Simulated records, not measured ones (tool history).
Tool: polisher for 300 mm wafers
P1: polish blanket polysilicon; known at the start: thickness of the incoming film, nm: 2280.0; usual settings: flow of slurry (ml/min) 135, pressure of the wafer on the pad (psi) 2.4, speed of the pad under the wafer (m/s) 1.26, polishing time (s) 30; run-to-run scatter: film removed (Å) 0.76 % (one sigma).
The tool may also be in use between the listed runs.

| run | day | flow of slurry (ml/min) | pressure of the wafer on the pad (psi) | speed of the pad under the wafer (m/s) | polishing time (s) | film removed (Å) |
|---|---|---|---|---|---|---|
| 1 | 0.162 | 135 | 2.4 | 1.26 | 30 | 2441.4 |
| 2 | 0.371 | 165 | 2.4 | 1.8 | 30 | 3625.6 |
| 3 | 0.529 | 135 | 2.4 | 1.26 | 30 | 2420.4 |
| 4 | 0.762 | 135 | 2.4 | 1.26 | 30 | 2437.2 |
| 5 | 0.896 | 135 | 1.1 | 1.26 | 30 | 1112.7 |
| 6 | 1.025 | 135 | 3.4 | 1.26 | 30 | 3411.5 |
| 7 | 1.212 | 135 | 2.4 | 1.26 | 30 | 2424.1 |
| 8 | 1.388 | 135 | 2.4 | 0.62 | 45 | 1795.8 |
| 9 | 1.629 | 135 | 2.4 | 1.26 | 46 | 3649.1 |
| 10 | 1.754 | 135 | 2.4 | 1.26 | 30 | 2435.5 |
|  | 1.842 | slurry nozzle cleaned |
| 11 | 1.983 | 135 | 2.4 | 1.26 | 20 | 1601.9 |
| 12 | 2.212 | 135 | 2.4 | 0.88 | 30 | 1729.4 |
| 13 | 2.4 | 135 | 2.4 | 1.26 | 30 | 2447.8 |
| 14 | 2.538 | 135 | 2.4 | 0.74 | 17 | 811.11 |
| 15 | 2.646 | 170 | 2.4 | 1.26 | 30 | 2511.8 |
| 16 | 2.796 | 135 | 2.4 | 1.72 | 30 | 3312.8 |
| 17 | 2.988 | 80 | 2.4 | 1.26 | 30 | 2161.5 |
| 18 | 3.175 | 135 | 2.4 | 1.26 | 30 | 2412.7 |
| 19 | 3.329 | 135 | 2.4 | 1.26 | 30 | 2366.3 |
| 20 | 3.575 | 135 | 2.4 | 1.26 | 30 | 2302.4 |
|  | 3.812 | worn pad replaced by a new one |
| 21 | 3.812 | 135 | 2.4 | 1.26 | 30 | 2247.2 |
| 22 | 3.925 | 135 | 2.4 | 1.26 | 30 | 2269.7 |
| 23 | 4.096 | 135 | 2.4 | 1.26 | 30 | 2291.3 |
| 24 | 4.296 | 135 | 2.4 | 1.26 | 30 | 2280.5 |
| 25 | 4.429 | 135 | 2.4 | 1.26 | 30 | 2269.8 |
| 26 | 4.646 | 135 | 2.4 | 1.26 | 30 | 2239.6 |

What P1 gives has crept away from where it was. These 2 causes fit the log equally well, each at the size given:
A: head's pressure below its setpoint, % = 7.61
B: slurry flow missing at the pad, % = 29.8
The creep began at about day 3.175.
Why every other cause is out:
removal rate lost through wear of the pad, %: serviced at day 3.812, which brought nothing back

4 check runs are offered, each on 2 wafers whose results are averaged, their results left as question marks. Which one tells the causes apart?
| check 1 | 4.862 | 165 | 2.4 | 1.26 | 36 | ? |
| check 2 | 4.862 | 135 | 2.4 | 1.64 | 45 | ? |
| check 3 | 4.862 | 135 | 1.9 | 1.26 | 46 | ? |
| check 4 | 4.862 | 80 | 1.4 | 1.26 | 30 | ? |

What each check would give under each cause:
| check | result | if A | if B |
|---|---|---|---|
| check 1 | film removed (Å) | 2788.3 | 2824.9 |
| check 2 | film removed (Å) | 4381.1 | 4380.6 |
| check 3 | film removed (Å) | 2723.9 | 2723.6 |
| check 4 | film removed (Å) | 1153 | 1102.1 |
How far apart the two closest causes lie, in the result that separates them most: check 1 1.3 %; check 2 0.01 %; check 3 0.01 %; check 4 4.51 %
Only check 4 tells the causes apart: in the others they would give nearly the same result.

Then check 4 was run and gave: film removed (Å) 1157.5. Which cause is it?

It is A: head's pressure below its setpoint, %.
